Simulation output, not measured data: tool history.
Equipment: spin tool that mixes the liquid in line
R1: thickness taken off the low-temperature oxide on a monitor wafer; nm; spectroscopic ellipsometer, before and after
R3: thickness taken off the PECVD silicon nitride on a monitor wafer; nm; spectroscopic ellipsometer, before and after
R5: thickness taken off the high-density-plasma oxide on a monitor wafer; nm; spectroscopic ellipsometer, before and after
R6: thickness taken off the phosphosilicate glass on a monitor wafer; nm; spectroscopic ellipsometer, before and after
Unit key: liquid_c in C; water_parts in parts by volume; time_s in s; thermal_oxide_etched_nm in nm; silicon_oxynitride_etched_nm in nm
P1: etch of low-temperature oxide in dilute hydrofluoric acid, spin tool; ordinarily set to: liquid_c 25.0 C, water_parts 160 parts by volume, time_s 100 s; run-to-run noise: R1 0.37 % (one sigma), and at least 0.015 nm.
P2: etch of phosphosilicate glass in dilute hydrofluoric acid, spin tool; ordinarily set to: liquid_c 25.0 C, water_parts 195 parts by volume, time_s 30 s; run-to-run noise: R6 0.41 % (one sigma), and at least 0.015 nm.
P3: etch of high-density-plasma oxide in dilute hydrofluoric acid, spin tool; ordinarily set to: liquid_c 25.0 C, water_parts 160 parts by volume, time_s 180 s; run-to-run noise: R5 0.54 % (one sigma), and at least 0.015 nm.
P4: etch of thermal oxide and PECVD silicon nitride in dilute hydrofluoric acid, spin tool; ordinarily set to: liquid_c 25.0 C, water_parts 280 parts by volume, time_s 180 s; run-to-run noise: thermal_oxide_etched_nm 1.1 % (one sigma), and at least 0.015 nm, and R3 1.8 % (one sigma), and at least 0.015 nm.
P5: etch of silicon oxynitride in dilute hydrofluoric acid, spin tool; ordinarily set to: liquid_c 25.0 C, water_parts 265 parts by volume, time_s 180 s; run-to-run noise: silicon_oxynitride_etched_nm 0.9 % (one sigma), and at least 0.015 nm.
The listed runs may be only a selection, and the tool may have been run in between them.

{"run": 1, "hour": 9.6, "process": "P1", "liquid_c": 25.0, "water_parts": 160, "time_s": 100, "R1": 10.366}
{"run": 2, "hour": 14.1, "process": "P4", "liquid_c": 25.0, "water_parts": 280, "time_s": 180, "thermal_oxide_etched_nm": 2.5263, "R3": 1.1235}
{"run": 3, "hour": 20.8, "process": "P5", "liquid_c": 25.0, "water_parts": 265, "time_s": 180, "silicon_oxynitride_etched_nm": 3.0105}
{"run": 4, "hour": 27.2, "process": "P1", "liquid_c": 25.0, "water_parts": 160, "time_s": 100, "R1": 10.387}
{"run": 5, "hour": 32.4, "process": "P3", "liquid_c": 25.0, "water_parts": 160, "time_s": 290, "R5": 8.7667}
{"run": 6, "hour": 37.8, "process": "P1", "liquid_c": 25.0, "water_parts": 30, "time_s": 100, "R1": 65.179}
{"run": 7, "hour": 46.4, "process": "P1", "liquid_c": 25.0, "water_parts": 160, "time_s": 100, "R1": 10.348}
{"run": 8, "hour": 54.2, "process": "P5", "liquid_c": 25.0, "water_parts": 470, "time_s": 180, "silicon_oxynitride_etched_nm": 1.4968}
{"run": 9, "hour": 63.9, "process": "P1", "liquid_c": 25.0, "water_parts": 160, "time_s": 100, "R1": 10.31}
{"hour": 69.4, "done": "hydrofluoric acid flow meter replaced"}
{"run": 10, "hour": 69.6, "process": "P4", "liquid_c": 19.0, "water_parts": 280, "time_s": 180, "thermal_oxide_etched_nm": 2.0642, "R3": 0.78623}
{"run": 11, "hour": 77.3, "process": "P5", "liquid_c": 19.0, "water_parts": 265, "time_s": 180, "silicon_oxynitride_etched_nm": 2.3003}
{"run": 12, "hour": 83.9, "process": "P3", "liquid_c": 25.0, "water_parts": 160, "time_s": 180, "R5": 5.4453}
{"run": 13, "hour": 93.7, "process": "P2", "liquid_c": 25.0, "water_parts": 195, "time_s": 30, "R6": 23.282}
{"run": 14, "hour": 98.2, "process": "P3", "liquid_c": 25.0, "water_parts": 160, "time_s": 180, "R5": 5.4746}
{"run": 15, "hour": 104.5, "process": "P3", "liquid_c": 32.0, "water_parts": 160, "time_s": 180, "R5": 7.0799}
{"run": 16, "hour": 112.1, "process": "P1", "liquid_c": 25.0, "water_parts": 160, "time_s": 100, "R1": 10.368}
{"run": 17, "hour": 119.7, "process": "P2", "liquid_c": 20.0, "water_parts": 195, "time_s": 30, "R6": 19.139}
{"run": 18, "hour": 124.5, "process": "P2", "liquid_c": 25.0, "water_parts": 100, "time_s": 30, "R6": 50.794}
{"run": 19, "hour": 133.0, "process": "P1", "liquid_c": 25.0, "water_parts": 285, "time_s": 100, "R1": 5.0915}
{"run": 20, "hour": 142.8, "process": "P1", "liquid_c": 25.0, "water_parts": 160, "time_s": 35, "R1": 3.6288}
{"run": 21, "hour": 149.6, "process": "P1", "liquid_c": 25.0, "water_parts": 160, "time_s": 100, "R1": 10.319}
{"run": 22, "hour": 157.5, "process": "P5", "liquid_c": 25.0, "water_parts": 265, "time_s": 180, "silicon_oxynitride_etched_nm": 3.0162}
{"run": 23, "hour": 163.9, "process": "P1", "liquid_c": 25.0, "water_parts": 160, "time_s": 170, "R1": 17.563}
{"run": 24, "hour": 169.8, "process": "P1", "liquid_c": 25.0, "water_parts": 70, "time_s": 175, "R1": 46.164}
{"run": 25, "hour": 177.7, "process": "P2", "liquid_c": 25.0, "water_parts": 195, "time_s": 30, "R6": 22.906}
{"run": 26, "hour": 185.1, "process": "P4", "liquid_c": 25.0, "water_parts": 280, "time_s": 295, "thermal_oxide_etched_nm": 4.3083, "R3": 1.9147}
{"run": 27, "hour": 191.9, "process": "P5", "liquid_c": 25.0, "water_parts": 265, "time_s": 260, "silicon_oxynitride_etched_nm": 4.3213}
{"run": 28, "hour": 199.8, "process": "P4", "liquid_c": 25.0, "water_parts": 55, "time_s": 180, "thermal_oxide_etched_nm": 16.957, "R3": 5.6763}
{"run": 29, "hour": 206.1, "process": "P3", "liquid_c": 25.0, "water_parts": 240, "time_s": 180, "R5": 3.3544}
{"run": 30, "hour": 210.8, "process": "P1", "liquid_c": 18.5, "water_parts": 215, "time_s": 100, "R1": 5.6961}
{"run": 31, "hour": 216.3, "process": "P1", "liquid_c": 29.5, "water_parts": 160, "time_s": 100, "R1": 12.253}
{"run": 32, "hour": 225.5, "process": "P1", "liquid_c": 31.0, "water_parts": 70, "time_s": 100, "R1": 33.536}
{"run": 33, "hour": 233.6, "process": "P2", "liquid_c": 25.0, "water_parts": 195, "time_s": 60, "R6": 46.542}
{"run": 34, "hour": 241.2, "process": "P1", "liquid_c": 20.0, "water_parts": 160, "time_s": 100, "R1": 8.501}
{"run": 35, "hour": 250.7, "process": "P1", "liquid_c": 25.0, "water_parts": 160, "time_s": 100, "R1": 10.227}
{"run": 36, "hour": 260.0, "process": "P1", "liquid_c": 25.0, "water_parts": 160, "time_s": 100, "R1": 10.669}
{"run": 37, "hour": 268.4, "process": "P1", "liquid_c": 25.0, "water_parts": 160, "time_s": 100, "R1": 10.894}
{"run": 38, "hour": 276.7, "process": "P1", "liquid_c": 25.0, "water_parts": 160, "time_s": 100, "R1": 11.031}
{"run": 39, "hour": 283.0, "process": "P1", "liquid_c": 25.0, "water_parts": 160, "time_s": 100, "R1": 11.029}
{"run": 40, "hour": 291.0, "process": "P1", "liquid_c": 25.0, "water_parts": 160, "time_s": 100, "R1": 11.113}
{"run": 41, "hour": 297.9, "process": "P1", "liquid_c": 25.0, "water_parts": 160, "time_s": 100, "R1": 11.046}
{"run": 42, "hour": 307.4, "process": "P1", "liquid_c": 25.0, "water_parts": 160, "time_s": 100, "R1": 11.164}
{"run": 43, "hour": 313.0, "process": "P1", "liquid_c": 25.0, "water_parts": 160, "time_s": 100, "R1": 11.165}
{"run": 44, "hour": 321.7, "process": "P1", "liquid_c": 25.0, "water_parts": 160, "time_s": 100, "R1": 11.186}
{"run": 45, "hour": 328.5, "process": "P1", "liquid_c": 25.0, "water_parts": 160, "time_s": 100, "R1": 11.267}
{"run": 46, "hour": 337.4, "process": "P1", "liquid_c": 25.0, "water_parts": 160, "time_s": 100, "R1": 11.209}

The log shows P1 creeping away from where it was. Any of the 2 causes listed here, at the size stated for it, fits the log just as well as the others:
A: hydrofluoric acid flow above the setpoint (%) = 7.19
B: liquid hotter than its thermometer reads (K) = 2.21
Onset of the creep was near hour 250.7.

Which of the check runs below tells the causes apart, meaning the causes would give it clearly different results? Each run uses 3 wafers whose results are averaged, and each result is shown as a question mark.
{"run": "check 1", "hour": 346.3, "process": "P2", "liquid_c": 21.0, "water_parts": 195, "time_s": 45, "R6": "?"}
{"run": "check 2", "hour": 346.3, "process": "P5", "liquid_c": 25.0, "water_parts": 430, "time_s": 260, "silicon_oxynitride_etched_nm": "?"}
{"run": "check 3", "hour": 346.3, "process": "P4", "liquid_c": 25.0, "water_parts": 65, "time_s": 180, "thermal_oxide_etched_nm": "?", "R3": "?"}
{"run": "check 4", "hour": 346.3, "process": "P3", "liquid_c": 30.5, "water_parts": 160, "time_s": 180, "R5": "?"}

If the cause were each of the candidates in turn, the checks would give the following:
check=check_1 result=R6 if_A=32.525 if_B=32.555
check=check_2 result=silicon_oxynitride_etched_nm if_A=2.6145 if_B=2.6098
check=check_3 result=thermal_oxide_etched_nm if_A=15.1670 if_B=15.3670
check=check_3 result=R3 if_A=5.24640 if_B=5.66780
check=check_4 result=R5 if_A=7.2771 if_B=7.2331
Minimum pairwise separation of causes per check, each pair taken at its best-separating result: check 1 0.09 %; check 2 0.18 %; check 3 7.73 %; check 4 0.61 %
Check 3 distinguishes between the causes, while the remaining checks would return nearly the same result for all of them.

Running check 3 produced the following: thermal_oxide_etched_nm 15.3390 nm; R3 5.20580 nm. Which one of the listed causes fits?

The correct cause is A, namely: hydrofluoric acid flow above the setpoint (%).
